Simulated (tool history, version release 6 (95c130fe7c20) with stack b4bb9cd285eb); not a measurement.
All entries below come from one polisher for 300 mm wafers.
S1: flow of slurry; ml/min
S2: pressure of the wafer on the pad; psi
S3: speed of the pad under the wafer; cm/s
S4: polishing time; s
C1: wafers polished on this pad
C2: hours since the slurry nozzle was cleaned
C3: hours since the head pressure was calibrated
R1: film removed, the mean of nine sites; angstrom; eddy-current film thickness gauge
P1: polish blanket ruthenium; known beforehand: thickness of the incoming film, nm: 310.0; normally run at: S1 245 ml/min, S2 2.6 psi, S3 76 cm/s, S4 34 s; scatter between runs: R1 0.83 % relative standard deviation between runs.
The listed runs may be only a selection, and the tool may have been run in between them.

run 1 hour=8.9 | S1=245 S2=2.6 S3=76 S4=34 | C1=375 C2=421.1 C3=120.8 | R1=359.04
run 2 hour=15.2 | S1=245 S2=2.6 S3=40 S4=34 | C1=480 C2=427.4 C3=127.1 | R1=188.58
run 3 hour=21.9 | S1=245 S2=2.6 S3=76 S4=34 | C1=591 C2=434.1 C3=133.8 | R1=359.58
run 4 hour=26.3 | S1=245 S2=2.6 S3=76 S4=52 | C1=665 C2=438.5 C3=138.2 | R1=549.81
run 5 hour=34.4 | S1=245 S2=2.6 S3=98 S4=34 | C1=800 C2=446.6 C3=146.3 | R1=467.98
run 6 hour=39.6 | S1=145 S2=3.3 S3=76 S4=34 | C1=886 C2=451.8 C3=151.5 | R1=421.54
run 7 hour=44.9 | S1=245 S2=1.7 S3=76 S4=47 | C1=975 C2=457.1 C3=156.8 | R1=325.73
run 8 hour=53.0 | S1=245 S2=3.3 S3=76 S4=34 | C1=1110 C2=465.2 C3=164.9 | R1=447.20
run 9 hour=60.4 | S1=245 S2=1.2 S3=76 S4=34 | C1=1233 C2=472.6 C3=172.3 | R1=166.11
run 10 hour=65.0 | S1=145 S2=2.6 S3=76 S4=34 | C1=1309 C2=477.2 C3=176.9 | R1=332.50
run 11 hour=73.2 | S1=245 S2=2.6 S3=76 S4=20 | C1=1446 C2=485.4 C3=185.1 | R1=210.11
run 12 hour=77.8 | S1=245 S2=2.6 S3=76 S4=34 | C1=1523 C2=490.0 C3=189.7 | R1=359.13
run 13 hour=85.7 | S1=245 S2=2.6 S3=76 S4=34 | C1=1654 C2=497.9 C3=197.6 | R1=351.68
run 14 hour=90.2 | S1=370 S2=1.3 S3=76 S4=34 | C1=1729 C2=502.4 C3=202.1 | R1=186.37
run 15 hour=99.4 | S1=245 S2=2.6 S3=76 S4=34 | C1=1883 C2=511.6 C3=211.3 | R1=358.85
run 16 hour=104.4 | S1=325 S2=2.6 S3=76 S4=34 | C1=1966 C2=516.6 C3=216.3 | R1=367.24
run 17 hour=110.5 | S1=245 S2=2.6 S3=76 S4=34 | C1=2068 C2=522.7 C3=222.4 | R1=355.72
run 18 hour=119.8 | S1=245 S2=2.6 S3=76 S4=34 | C1=2223 C2=532.0 C3=231.7 | R1=343.43
run 19 hour=127.1 | S1=245 S2=2.6 S3=76 S4=34 | C1=2344 C2=539.3 C3=239.0 | R1=339.65
run 20 hour=131.8 | S1=245 S2=2.6 S3=76 S4=34 | C1=2423 C2=544.0 C3=243.7 | R1=342.44

Expected results for the next run?
-- hour=132.0 head pressure recalibrated
run 21 hour=136.0 | S1=245 S2=2.6 S3=76 S4=34 | C1=2493 C2=548.2 C3=4.0 | R1=?

{"run 21": {"R1": 339.13}}
